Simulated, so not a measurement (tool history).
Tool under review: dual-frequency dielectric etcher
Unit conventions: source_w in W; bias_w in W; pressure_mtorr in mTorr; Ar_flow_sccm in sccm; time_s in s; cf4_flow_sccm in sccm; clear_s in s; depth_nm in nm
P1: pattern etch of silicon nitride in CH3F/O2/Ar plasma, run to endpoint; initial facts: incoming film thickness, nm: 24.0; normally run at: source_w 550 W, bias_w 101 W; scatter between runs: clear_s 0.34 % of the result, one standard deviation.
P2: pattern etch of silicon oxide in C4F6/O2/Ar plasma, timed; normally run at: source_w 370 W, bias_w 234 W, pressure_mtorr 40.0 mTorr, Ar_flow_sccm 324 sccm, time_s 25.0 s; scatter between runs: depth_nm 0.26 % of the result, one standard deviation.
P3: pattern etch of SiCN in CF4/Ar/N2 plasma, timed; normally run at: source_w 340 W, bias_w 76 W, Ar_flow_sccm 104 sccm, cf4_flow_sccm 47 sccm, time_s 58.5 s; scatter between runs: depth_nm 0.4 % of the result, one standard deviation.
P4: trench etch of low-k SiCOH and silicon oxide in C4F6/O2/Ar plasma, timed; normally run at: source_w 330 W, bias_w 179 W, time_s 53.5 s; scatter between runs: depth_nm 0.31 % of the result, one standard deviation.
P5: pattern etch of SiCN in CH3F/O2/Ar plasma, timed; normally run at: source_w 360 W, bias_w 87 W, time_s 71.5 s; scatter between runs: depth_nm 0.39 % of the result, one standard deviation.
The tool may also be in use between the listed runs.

run	hour	process	source_w	bias_w	pressure_mtorr	Ar_flow_sccm	time_s	cf4_flow_sccm	hours since the last wet clean	hours since the last source power generator calibration	hours since the last bias power generator calibration	clear_s	depth_nm
1	8.0	P1	550	101					116.0	1710.1	1155.4	27.789	
2	12.9	P2	370	234	40.0	324	25.0		120.9	1715.0	1160.3		80.781
3	19.6	P3	400	76		104	58.5	47	127.6	1721.7	1167.0		42.311
4	27.2	P4	330	179			53.5		135.2	1729.3	1174.6		160.260
5	34.1	P3	340	76		104	76.5	47	142.1	1736.2	1181.5		47.713
6	38.0	P5	360	87			71.5		146.0	1740.1	1185.4		27.520
7	44.0	P5	360	87			51.5		152.0	1746.1	1191.4		19.636
8	48.7	P1	550	101					156.7	1750.8	1196.1	27.869	
9	55.6	P2	370	234	40.0	216	25.0		163.6	1757.7	1203.0		84.162
10	63.7	P5	360	117			71.5		171.7	1765.8	1211.1		30.590
11	69.3	P4	330	221			53.5		177.3	1771.4	1216.7		172.180
12	74.0	P2	370	171	40.0	324	25.0		182.0	1776.1	1221.4		72.546
13	78.7	P3	340	76		104	58.5	47	186.7	1780.8	1226.1		36.856
# hour 80.3: bias power generator calibrated
14	83.1	P2	500	234	40.0	324	25.0		191.1	1785.2	2.8		90.385
15	89.8	P1	550	65					197.8	1791.9	9.5	32.479	
16	94.8	P1	550	101					202.8	1796.9	14.5	27.761	
17	102.7	P1	410	79					210.7	1804.8	22.4	33.902	
18	106.6	P3	340	95		104	58.5	47	214.6	1808.7	26.3		39.994
19	110.4	P1	550	101					218.4	1812.5	30.1	27.959	
20	115.0	P3	340	76		104	58.5	47	223.0	1817.1	34.7		36.581
21	119.0	P1	550	101					227.0	1821.1	38.7	27.750	
22	125.4	P3	340	76		67	58.5	47	233.4	1827.5	45.1		39.131
23	132.1	P1	550	120					240.1	1834.2	51.8	26.326	
24	138.8	P4	330	179			29.5		246.8	1840.9	58.5		88.662
25	146.4	P1	720	101					254.4	1848.5	66.1	25.065	
26	154.2	P1	550	101					262.2	1856.3	73.9	28.023	
27	162.4	P2	370	234	54.5	324	25.0		270.4	1864.5	82.1		77.676
28	166.5	P3	340	76		104	58.5	58	274.5	1868.6	86.2		37.592
29	171.1	P4	460	179			53.5		279.1	1873.2	90.8		182.870
30	179.7	P2	370	234	40.0	324	35.0		287.7	1881.8	99.4		112.040
31	184.6	P5	230	87			71.5		292.6	1886.7	104.3		23.396
32	188.5	P1	330	101					296.5	1890.6	108.2	33.577	
33	194.6	P1	550	101					302.6	1896.7	114.3	27.910	
34	201.1	P1	550	101					309.1	1903.2	120.8	28.186	
35	209.5	P1	550	101					317.5	1911.6	129.2	28.262	

Run 36 has not been measured yet. What should we expect?
36	216.7	P1	550	101					324.7	1918.8	136.4	?	

{"run 36": {"clear_s": 28.324}}

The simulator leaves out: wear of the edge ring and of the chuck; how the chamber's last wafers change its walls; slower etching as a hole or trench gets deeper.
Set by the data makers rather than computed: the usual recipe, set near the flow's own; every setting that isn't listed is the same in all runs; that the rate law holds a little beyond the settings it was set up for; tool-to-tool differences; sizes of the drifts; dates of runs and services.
